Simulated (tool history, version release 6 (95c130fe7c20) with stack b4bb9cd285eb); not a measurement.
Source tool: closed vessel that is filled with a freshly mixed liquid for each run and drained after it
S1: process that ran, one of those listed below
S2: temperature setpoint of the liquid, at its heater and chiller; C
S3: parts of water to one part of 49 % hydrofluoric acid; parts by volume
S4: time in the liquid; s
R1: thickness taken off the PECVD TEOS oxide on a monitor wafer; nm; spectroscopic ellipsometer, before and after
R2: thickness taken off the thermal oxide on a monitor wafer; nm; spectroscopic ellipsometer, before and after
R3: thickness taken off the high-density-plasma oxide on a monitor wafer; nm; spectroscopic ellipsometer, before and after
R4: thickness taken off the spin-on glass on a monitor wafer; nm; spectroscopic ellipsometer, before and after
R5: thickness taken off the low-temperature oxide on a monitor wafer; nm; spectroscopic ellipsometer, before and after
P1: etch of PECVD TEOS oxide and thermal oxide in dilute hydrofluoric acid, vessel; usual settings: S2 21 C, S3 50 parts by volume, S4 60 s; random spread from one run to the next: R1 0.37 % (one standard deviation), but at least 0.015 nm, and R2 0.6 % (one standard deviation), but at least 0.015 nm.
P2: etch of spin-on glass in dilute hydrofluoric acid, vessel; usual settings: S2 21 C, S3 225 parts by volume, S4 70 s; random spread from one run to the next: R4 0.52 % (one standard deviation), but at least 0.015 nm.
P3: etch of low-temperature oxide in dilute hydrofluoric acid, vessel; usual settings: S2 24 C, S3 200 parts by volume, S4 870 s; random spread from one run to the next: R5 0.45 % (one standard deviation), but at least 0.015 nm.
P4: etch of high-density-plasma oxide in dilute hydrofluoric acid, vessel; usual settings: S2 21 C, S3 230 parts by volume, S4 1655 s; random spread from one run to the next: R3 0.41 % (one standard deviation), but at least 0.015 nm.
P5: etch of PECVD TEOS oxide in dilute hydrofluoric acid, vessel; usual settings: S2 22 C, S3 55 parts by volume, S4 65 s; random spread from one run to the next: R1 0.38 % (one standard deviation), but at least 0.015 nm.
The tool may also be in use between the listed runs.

{"run": 1, "hour": 7.4, "S1": "P1", "S2": 21, "S3": 50, "S4": 60, "R1": 32.11, "R2": 5.4548}
{"run": 2, "hour": 12.0, "S1": "P4", "S2": 21, "S3": 230, "S4": 2525, "R3": 44.03}
{"run": 3, "hour": 20.4, "S1": "P2", "S2": 21, "S3": 225, "S4": 70, "R4": 8.7804}
{"run": 4, "hour": 29.1, "S1": "P1", "S2": 25.5, "S3": 50, "S4": 60, "R1": 38.847, "R2": 6.6433}
{"run": 5, "hour": 37.3, "S1": "P5", "S2": 22, "S3": 100, "S4": 65, "R1": 10.193}
{"run": 6, "hour": 47.3, "S1": "P1", "S2": 21, "S3": 25, "S4": 60, "R1": 65.814, "R2": 11.487}
{"run": 7, "hour": 53.0, "S1": "P1", "S2": 21, "S3": 50, "S4": 30, "R1": 16.101, "R2": 2.761}
{"run": 8, "hour": 60.1, "S1": "P1", "S2": 21, "S3": 50, "S4": 60, "R1": 32.175, "R2": 5.5587}
{"run": 9, "hour": 69.4, "S1": "P5", "S2": 17, "S3": 55, "S4": 65, "R1": 15.782}
{"run": 10, "hour": 75.5, "S1": "P1", "S2": 21, "S3": 50, "S4": 60, "R1": 32.054, "R2": 5.4872}
{"run": 11, "hour": 81.0, "S1": "P1", "S2": 21, "S3": 50, "S4": 60, "R1": 32.185, "R2": 5.5884}
{"run": 12, "hour": 90.6, "S1": "P1", "S2": 21, "S3": 50, "S4": 60, "R1": 31.91, "R2": 5.4879}
{"run": 13, "hour": 98.2, "S1": "P5", "S2": 22, "S3": 55, "S4": 65, "R1": 19.428}
{"run": 14, "hour": 108.5, "S1": "P1", "S2": 17, "S3": 50, "S4": 60, "R1": 26.958, "R2": 4.6492}
{"run": 15, "hour": 116.9, "S1": "P5", "S2": 22, "S3": 55, "S4": 125, "R1": 37.421}
{"run": 16, "hour": 125.9, "S1": "P4", "S2": 21, "S3": 230, "S4": 1655, "R3": 28.861}
{"run": 17, "hour": 135.9, "S1": "P3", "S2": 24, "S3": 200, "S4": 870, "R5": 42.893}
{"run": 18, "hour": 143.9, "S1": "P2", "S2": 29, "S3": 225, "S4": 70, "R4": 11.703}
{"run": 19, "hour": 153.3, "S1": "P1", "S2": 21, "S3": 50, "S4": 95, "R1": 51.065, "R2": 8.7233}
{"run": 20, "hour": 161.1, "S1": "P1", "S2": 21, "S3": 50, "S4": 60, "R1": 31.965, "R2": 5.5116}
{"run": 21, "hour": 167.7, "S1": "P1", "S2": 21, "S3": 90, "S4": 60, "R1": 17.026, "R2": 2.9082}
{"run": 22, "hour": 176.1, "S1": "P1", "S2": 21, "S3": 80, "S4": 95, "R1": 30.59, "R2": 5.2531}
{"run": 23, "hour": 180.7, "S1": "P1", "S2": 21, "S3": 50, "S4": 60, "R1": 31.908, "R2": 5.5307}
{"run": 24, "hour": 189.3, "S1": "P1", "S2": 21, "S3": 85, "S4": 105, "R1": 31.779, "R2": 5.4455}
{"run": 25, "hour": 197.1, "S1": "P3", "S2": 24, "S3": 200, "S4": 870, "R5": 42.615}
{"run": 26, "hour": 207.0, "S1": "P2", "S2": 21, "S3": 60, "S4": 70, "R4": 39.018}
{"run": 27, "hour": 215.6, "S1": "P3", "S2": 24, "S3": 200, "S4": 1650, "R5": 81.535}
{"run": 28, "hour": 225.3, "S1": "P2", "S2": 21, "S3": 225, "S4": 70, "R4": 8.7113}
{"run": 29, "hour": 232.2, "S1": "P4", "S2": 27, "S3": 230, "S4": 1655, "R3": 35.971}
{"run": 30, "hour": 236.8, "S1": "P3", "S2": 20, "S3": 200, "S4": 870, "R5": 37.118}
{"run": 31, "hour": 243.6, "S1": "P3", "S2": 24, "S3": 45, "S4": 870, "R5": 228.56}
{"run": 32, "hour": 251.7, "S1": "P5", "S2": 22, "S3": 55, "S4": 65, "R1": 19.484}
{"run": 33, "hour": 260.8, "S1": "P2", "S2": 21, "S3": 225, "S4": 125, "R4": 15.576}
{"run": 34, "hour": 267.0, "S1": "P4", "S2": 21, "S3": 415, "S4": 1655, "R3": 13.604}
{"run": 35, "hour": 277.1, "S1": "P1", "S2": 26.5, "S3": 50, "S4": 30, "R1": 20.046, "R2": 3.4532}
{"run": 36, "hour": 285.0, "S1": "P1", "S2": 21, "S3": 50, "S4": 60, "R1": 32.313, "R2": 5.5326}
{"run": 37, "hour": 293.7, "S1": "P1", "S2": 21, "S3": 50, "S4": 60, "R1": 31.018, "R2": 5.3096}
{"run": 38, "hour": 299.1, "S1": "P1", "S2": 21, "S3": 50, "S4": 60, "R1": 30.624, "R2": 5.2999}
{"run": 39, "hour": 306.9, "S1": "P1", "S2": 21, "S3": 50, "S4": 60, "R1": 30.345, "R2": 5.274}
{"run": 40, "hour": 317.0, "S1": "P1", "S2": 21, "S3": 50, "S4": 60, "R1": 29.757, "R2": 5.0836}
{"run": 41, "hour": 321.9, "S1": "P1", "S2": 21, "S3": 50, "S4": 60, "R1": 29.715, "R2": 5.1715}
{"run": 42, "hour": 331.0, "S1": "P1", "S2": 21, "S3": 50, "S4": 60, "R1": 29.563, "R2": 5.066}
{"run": 43, "hour": 336.8, "S1": "P1", "S2": 21, "S3": 50, "S4": 60, "R1": 29.477, "R2": 5.0582}
{"run": 44, "hour": 346.2, "S1": "P1", "S2": 21, "S3": 50, "S4": 60, "R1": 29.278, "R2": 5.0852}
{"run": 45, "hour": 356.6, "S1": "P1", "S2": 21, "S3": 50, "S4": 60, "R1": 29.224, "R2": 5.0603}
{"run": 46, "hour": 362.4, "S1": "P1", "S2": 21, "S3": 50, "S4": 60, "R1": 29.107, "R2": 5.0086}
{"run": 47, "hour": 370.0, "S1": "P1", "S2": 21, "S3": 50, "S4": 60, "R1": 29.317, "R2": 5.0393}

Something has made what P1 gives creep away from where it was; the 2 causes below, each at its own stated size, fit the log equally well:
A: hydrofluoric acid flow below the setpoint (%) = 8.27
B: liquid colder than its thermometer reads (K) = 2.16
Creep in the process output first set in at about hour 285.

Of the 4 check runs listed below, each run on one wafer and each result written as a question mark, which would let you distinguish the listed causes because they would give clearly different results?
{"run": "check 1", "hour": 377.6, "S1": "P4", "S2": 24.5, "S3": 385, "S4": 1655, "R3": "?"}
{"run": "check 2", "hour": 377.6, "S1": "P3", "S2": 24, "S3": 70, "S4": 1345, "R5": "?"}
{"run": "check 3", "hour": 377.6, "S1": "P5", "S2": 22, "S3": 95, "S4": 100, "R1": "?"}
{"run": "check 4", "hour": 377.6, "S1": "P2", "S2": 21, "S3": 100, "S4": 70, "R4": "?"}

Expected result of each check under each candidate cause:
check=check_1 result=R3 if_A=14.971 if_B=15.669
check=check_2 result=R5 if_A=200.65 if_B=201.88
check=check_3 result=R1 if_A=15.062 if_B=15.183
check=check_4 result=R4 if_A=20.357 if_B=20.517
Separation of the two closest causes in each check, using whichever result separates them best: check 1 4.55 %; check 2 0.61 %; check 3 0.8 %; check 4 0.78 %
Only check 1 tells the causes apart: in the others they would give nearly the same result.

Here is what check 1 returned: R3 15.034 nm. Which cause is it?

Of the candidate causes, it is A: hydrofluoric acid flow below the setpoint (%).
